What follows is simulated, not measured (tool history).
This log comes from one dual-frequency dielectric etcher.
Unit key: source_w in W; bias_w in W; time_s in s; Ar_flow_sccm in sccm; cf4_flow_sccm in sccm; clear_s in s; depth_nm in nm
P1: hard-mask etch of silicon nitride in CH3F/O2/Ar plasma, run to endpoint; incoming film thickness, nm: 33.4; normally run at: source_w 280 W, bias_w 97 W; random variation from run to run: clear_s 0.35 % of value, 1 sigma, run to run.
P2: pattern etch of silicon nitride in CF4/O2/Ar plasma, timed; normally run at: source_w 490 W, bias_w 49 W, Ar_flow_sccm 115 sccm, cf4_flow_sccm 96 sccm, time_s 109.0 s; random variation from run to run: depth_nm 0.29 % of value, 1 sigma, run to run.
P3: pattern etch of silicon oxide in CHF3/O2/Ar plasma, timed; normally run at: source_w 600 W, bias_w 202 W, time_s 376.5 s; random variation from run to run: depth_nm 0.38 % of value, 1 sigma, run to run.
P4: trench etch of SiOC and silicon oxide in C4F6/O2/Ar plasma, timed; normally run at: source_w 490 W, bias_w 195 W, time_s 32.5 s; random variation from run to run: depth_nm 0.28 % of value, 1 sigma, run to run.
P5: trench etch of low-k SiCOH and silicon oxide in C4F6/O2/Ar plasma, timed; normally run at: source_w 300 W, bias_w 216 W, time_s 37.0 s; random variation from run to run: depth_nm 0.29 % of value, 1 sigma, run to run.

| run | hour | process | source_w | bias_w | time_s | Ar_flow_sccm | cf4_flow_sccm | hours since the last wet clean | hours since the last source power generator calibration | hours since the last bias power generator calibration | clear_s | depth_nm |
|---|---|---|---|---|---|---|---|---|---|---|---|---|
| 1 | 7.5 | P1 | 280 | 97 |  |  |  | 282.8 | 2940.6 | 1991.3 | 48.746 |  |
| 2 | 16.8 | P5 | 300 | 272 | 37.0 |  |  | 292.1 | 2949.9 | 2000.6 |  | 126.190 |
| 3 | 26.7 | P2 | 490 | 49 | 109.0 | 72 | 96 | 302.0 | 2959.8 | 2010.5 |  | 207.750 |
| 4 | 37.5 | P2 | 620 | 49 | 109.0 | 115 | 96 | 312.8 | 2970.6 | 2021.3 |  | 240.530 |
| 5 | 49.7 | P4 | 490 | 195 | 18.0 |  |  | 325.0 | 2982.8 | 2033.5 |  | 39.794 |
| 6 | 58.5 | P2 | 490 | 49 | 109.0 | 115 | 131 | 333.8 | 2991.6 | 2042.3 |  | 203.980 |
| 7 | 67.9 | P3 | 820 | 202 | 376.5 |  |  | 343.2 | 3001.0 | 2051.7 |  | 882.110 |
| 8 | 77.1 | P5 | 300 | 216 | 37.0 |  |  | 352.4 | 3010.2 | 2060.9 |  | 117.290 |
| 9 | 84.1 | P4 | 490 | 195 | 32.5 |  |  | 359.4 | 3017.2 | 2067.9 |  | 71.468 |
| 10 | 93.4 | P1 | 280 | 97 |  |  |  | 368.7 | 3026.5 | 2077.2 | 48.604 |  |
| 11 | 101.9 | P1 | 280 | 120 |  |  |  | 377.2 | 3035.0 | 2085.7 | 44.657 |  |
| 12 | 114.8 | P2 | 490 | 49 | 76.5 | 115 | 96 | 390.1 | 3047.9 | 2098.6 |  | 138.010 |
| 13 | 121.0 | P3 | 600 | 159 | 376.5 |  |  | 396.3 | 3054.1 | 2104.8 |  | 729.780 |
| 14 | 130.1 | P1 | 280 | 97 |  |  |  | 405.4 | 3063.2 | 2113.9 | 48.186 |  |
| 15 | 137.4 | P4 | 490 | 195 | 32.5 |  |  | 412.7 | 3070.5 | 2121.2 |  | 71.348 |
| 16 | 144.1 | P1 | 360 | 97 |  |  |  | 419.4 | 3077.2 | 2127.9 | 44.130 |  |
| 17 | 152.4 | P5 | 300 | 216 | 53.0 |  |  | 427.7 | 3085.5 | 2136.2 |  | 167.160 |
| 18 | 164.4 | P4 | 490 | 140 | 32.5 |  |  | 439.7 | 3097.5 | 2148.2 |  | 64.744 |
| 19 | 177.8 | P4 | 600 | 195 | 32.5 |  |  | 453.1 | 3110.9 | 2161.6 |  | 77.273 |
| 20 | 189.6 | P1 | 230 | 123 |  |  |  | 464.9 | 3122.7 | 2173.4 | 47.663 |  |
| 21 | 196.5 | P1 | 280 | 69 |  |  |  | 471.8 | 3129.6 | 2180.3 | 54.679 |  |
| 22 | 206.9 | P2 | 490 | 49 | 109.0 | 115 | 96 | 482.2 | 3140.0 | 2190.7 |  | 195.660 |
| 23 | 214.7 | P1 | 280 | 97 |  |  |  | 490.0 | 3147.8 | 2198.5 | 48.470 |  |
| 24 | 221.0 | P2 | 490 | 49 | 109.0 | 115 | 96 | 496.3 | 3154.1 | 2204.8 |  | 196.460 |
| 25 | 234.1 | P3 | 600 | 202 | 376.5 |  |  | 509.4 | 3167.2 | 2217.9 |  | 786.960 |
| 26 | 243.6 | P1 | 280 | 97 |  |  |  | 518.9 | 3176.7 | 2227.4 | 48.467 |  |
| 27 | 254.0 | P5 | 370 | 216 | 37.0 |  |  | 529.3 | 3187.1 | 2237.8 |  | 126.500 |
| 28 | 260.7 | P1 | 280 | 97 |  |  |  | 536.0 | 3193.8 | 2244.5 | 48.272 |  |
| 29 | 272.6 | P1 | 220 | 97 |  |  |  | 547.9 | 3205.7 | 2256.4 | 52.820 |  |
| 30 | 278.9 | P3 | 600 | 202 | 478.0 |  |  | 554.2 | 3212.0 | 2262.7 |  | 998.240 |
| 31 | 288.4 | P2 | 490 | 30 | 109.0 | 115 | 96 | 563.7 | 3221.5 | 2272.2 |  | 164.570 |
| 32 | 294.4 | P1 | 280 | 97 |  |  |  | 569.7 | 3227.5 | 2278.2 | 48.590 |  |
| 33 | 300.5 | P1 | 280 | 97 |  |  |  | 575.8 | 3233.6 | 2284.3 | 49.187 |  |
| 34 | 308.1 | P1 | 280 | 97 |  |  |  | 583.4 | 3241.2 | 2291.9 | 48.978 |  |
|  | 314.4 | wet clean of the chamber |
| 35 | 318.0 | P1 | 280 | 97 |  |  |  | 3.7 | 3251.1 | 2301.8 | 49.190 |  |
| 36 | 330.7 | P1 | 280 | 97 |  |  |  | 16.4 | 3263.8 | 2314.5 | 49.181 |  |
| 37 | 341.1 | P1 | 280 | 97 |  |  |  | 26.8 | 3274.2 | 2324.9 | 49.017 |  |
| 38 | 349.0 | P1 | 280 | 97 |  |  |  | 34.7 | 3282.1 | 2332.8 | 49.109 |  |

Something has made what P1 gives creep away from where it was; the 2 causes below, each at its own stated size, fit the log equally well:
A: source power that arrives under what is set, % = 4.57
B: bias power that arrives under what is set, % = 4.55
Onset of the creep was near hour 294.4.
Excluded causes, each with its reason:
chamber walls in a state that lowers the etch rate, %: serviced after onset, at hour 314.4, with no recovery of the prior output

Of the 4 check runs listed below, each run on one wafer and each result written as a question mark, which would let you distinguish the listed causes because they would give clearly different results?
| check 1 | 356.9 | P4 | 490 | 195 | 19.5 |  |  |  |  |  |  | ? |
| check 2 | 356.9 | P3 | 820 | 202 | 376.5 |  |  |  |  |  |  | ? |
| check 3 | 356.9 | P5 | 300 | 252 | 37.0 |  |  |  |  |  |  | ? |
| check 4 | 356.9 | P2 | 490 | 49 | 109.0 | 115 | 131 |  |  |  |  | ? |

What every check run would give for each of its results, assuming each possible cause in turn:
| check | result | if A | if B |
|---|---|---|---|
| check 1 | depth_nm | 42.178 | 42.325 |
| check 2 | depth_nm | 870.160 | 872.140 |
| check 3 | depth_nm | 120.740 | 120.960 |
| check 4 | depth_nm | 195.590 | 200.310 |
Distance between the nearest two causes, measured in the result of the check that separates them most: check 1 0.35 %; check 2 0.23 %; check 3 0.18 %; check 4 2.38 %
Check 4 distinguishes between the causes, while the remaining checks would return nearly the same result for all of them.

Check 4 was carried out, with these results: depth_nm 200.310 nm. Which of the listed causes is responsible?

The correct cause is B, namely: bias power that arrives under what is set, %.
